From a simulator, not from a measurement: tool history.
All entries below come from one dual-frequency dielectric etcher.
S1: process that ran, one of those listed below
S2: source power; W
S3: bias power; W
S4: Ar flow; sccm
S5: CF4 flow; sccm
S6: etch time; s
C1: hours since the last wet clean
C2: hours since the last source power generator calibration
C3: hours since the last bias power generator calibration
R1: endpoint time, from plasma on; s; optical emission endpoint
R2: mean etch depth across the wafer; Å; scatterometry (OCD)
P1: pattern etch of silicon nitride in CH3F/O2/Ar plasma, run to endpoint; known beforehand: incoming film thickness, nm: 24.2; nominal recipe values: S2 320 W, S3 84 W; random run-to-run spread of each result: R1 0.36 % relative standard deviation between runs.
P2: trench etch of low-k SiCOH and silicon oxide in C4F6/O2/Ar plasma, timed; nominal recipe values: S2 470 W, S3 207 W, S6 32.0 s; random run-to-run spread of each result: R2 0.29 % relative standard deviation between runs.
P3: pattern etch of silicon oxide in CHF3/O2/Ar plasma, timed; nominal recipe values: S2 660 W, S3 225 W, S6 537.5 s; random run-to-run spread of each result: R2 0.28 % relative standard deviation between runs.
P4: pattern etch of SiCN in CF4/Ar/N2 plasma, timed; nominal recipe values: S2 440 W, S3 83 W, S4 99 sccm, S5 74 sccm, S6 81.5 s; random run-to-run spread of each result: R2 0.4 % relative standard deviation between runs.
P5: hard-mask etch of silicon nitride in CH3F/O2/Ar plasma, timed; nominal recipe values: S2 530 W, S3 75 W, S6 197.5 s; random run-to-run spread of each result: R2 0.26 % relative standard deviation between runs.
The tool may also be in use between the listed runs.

| run | hour | S1 | S2 | S3 | S4 | S5 | S6 | C1 | C2 | C3 | R1 | R2 |
|---|---|---|---|---|---|---|---|---|---|---|---|---|
| 1 | 7.7 | P1 | 320 | 84 |  |  |  | 348.6 | 656.8 | 2813.3 | 36.915 |  |
| 2 | 13.9 | P4 | 310 | 83 | 99 | 74 | 81.5 | 354.8 | 663.0 | 2819.5 |  | 531.58 |
| 3 | 19.2 | P4 | 440 | 60 | 99 | 74 | 81.5 | 360.1 | 668.3 | 2824.8 |  | 650.85 |
| 4 | 26.5 | P1 | 320 | 106 |  |  |  | 367.4 | 675.6 | 2832.1 | 33.658 |  |
| 5 | 32.4 | P1 | 320 | 84 |  |  |  | 373.3 | 681.5 | 2838.0 | 36.741 |  |
| 6 | 36.7 | P3 | 660 | 180 |  |  | 537.5 | 377.6 | 685.8 | 2842.3 |  | 10877.00 |
| 7 | 44.9 | P4 | 440 | 83 | 99 | 74 | 56.5 | 385.8 | 694.0 | 2850.5 |  | 499.14 |
| 8 | 52.2 | P1 | 320 | 84 |  |  |  | 393.1 | 701.3 | 2857.8 | 36.646 |  |
| 9 | 58.2 | P2 | 470 | 207 |  |  | 32.0 | 399.1 | 707.3 | 2863.8 |  | 1155.40 |
| 10 | 66.1 | P1 | 270 | 54 |  |  |  | 407.0 | 715.2 | 2871.7 | 45.662 |  |
| 11 | 74.4 | P5 | 530 | 107 |  |  | 197.5 | 415.3 | 723.5 | 2880.0 |  | 1766.70 |
| 12 | 82.0 | P1 | 320 | 84 |  |  |  | 422.9 | 731.1 | 2887.6 | 36.755 |  |
| 13 | 90.2 | P5 | 680 | 75 |  |  | 197.5 | 431.1 | 739.3 | 2895.8 |  | 1708.50 |
| 14 | 96.6 | P4 | 440 | 83 | 99 | 74 | 81.5 | 437.5 | 745.7 | 2902.2 |  | 720.06 |
| 15 | 105.3 | P1 | 320 | 84 |  |  |  | 446.2 | 754.4 | 2910.9 | 36.807 |  |
| 16 | 111.3 | P2 | 470 | 207 |  |  | 19.0 | 452.2 | 760.4 | 2916.9 |  | 684.46 |
| 17 | 120.3 | P3 | 660 | 225 |  |  | 309.5 | 461.2 | 769.4 | 2925.9 |  | 6757.40 |
|  | 127.3 | source power generator calibrated |
| 18 | 127.9 | P5 | 530 | 75 |  |  | 293.5 | 468.8 | 0.7 | 2933.5 |  | 2300.40 |
| 19 | 132.4 | P2 | 640 | 207 |  |  | 32.0 | 473.3 | 5.2 | 2938.0 |  | 1308.70 |
| 20 | 140.9 | P2 | 470 | 253 |  |  | 32.0 | 481.8 | 13.7 | 2946.5 |  | 1231.70 |
| 21 | 146.3 | P4 | 440 | 83 | 99 | 44 | 81.5 | 487.2 | 19.1 | 2951.9 |  | 668.76 |
| 22 | 153.4 | P1 | 320 | 59 |  |  |  | 494.3 | 26.2 | 2959.0 | 41.622 |  |
| 23 | 159.6 | P4 | 440 | 83 | 137 | 74 | 81.5 | 500.5 | 32.4 | 2965.2 |  | 689.02 |
| 24 | 163.6 | P3 | 660 | 225 |  |  | 537.5 | 504.5 | 36.4 | 2969.2 |  | 11731.00 |
| 25 | 168.9 | P1 | 210 | 55 |  |  |  | 509.8 | 41.7 | 2974.5 | 50.003 |  |
| 26 | 177.9 | P5 | 530 | 75 |  |  | 197.5 | 518.8 | 50.7 | 2983.5 |  | 1547.90 |
| 27 | 185.7 | P1 | 320 | 84 |  |  |  | 526.6 | 58.5 | 2991.3 | 36.428 |  |
| 28 | 194.3 | P1 | 240 | 84 |  |  |  | 535.2 | 67.1 | 2999.9 | 41.015 |  |

What does the tool deliver on the next run?
| 29 | 202.9 | P3 | 920 | 225 |  |  | 537.5 | 543.8 | 75.7 | 3008.5 |  | ? |

{"run 29": {"R2": 13302.0}}

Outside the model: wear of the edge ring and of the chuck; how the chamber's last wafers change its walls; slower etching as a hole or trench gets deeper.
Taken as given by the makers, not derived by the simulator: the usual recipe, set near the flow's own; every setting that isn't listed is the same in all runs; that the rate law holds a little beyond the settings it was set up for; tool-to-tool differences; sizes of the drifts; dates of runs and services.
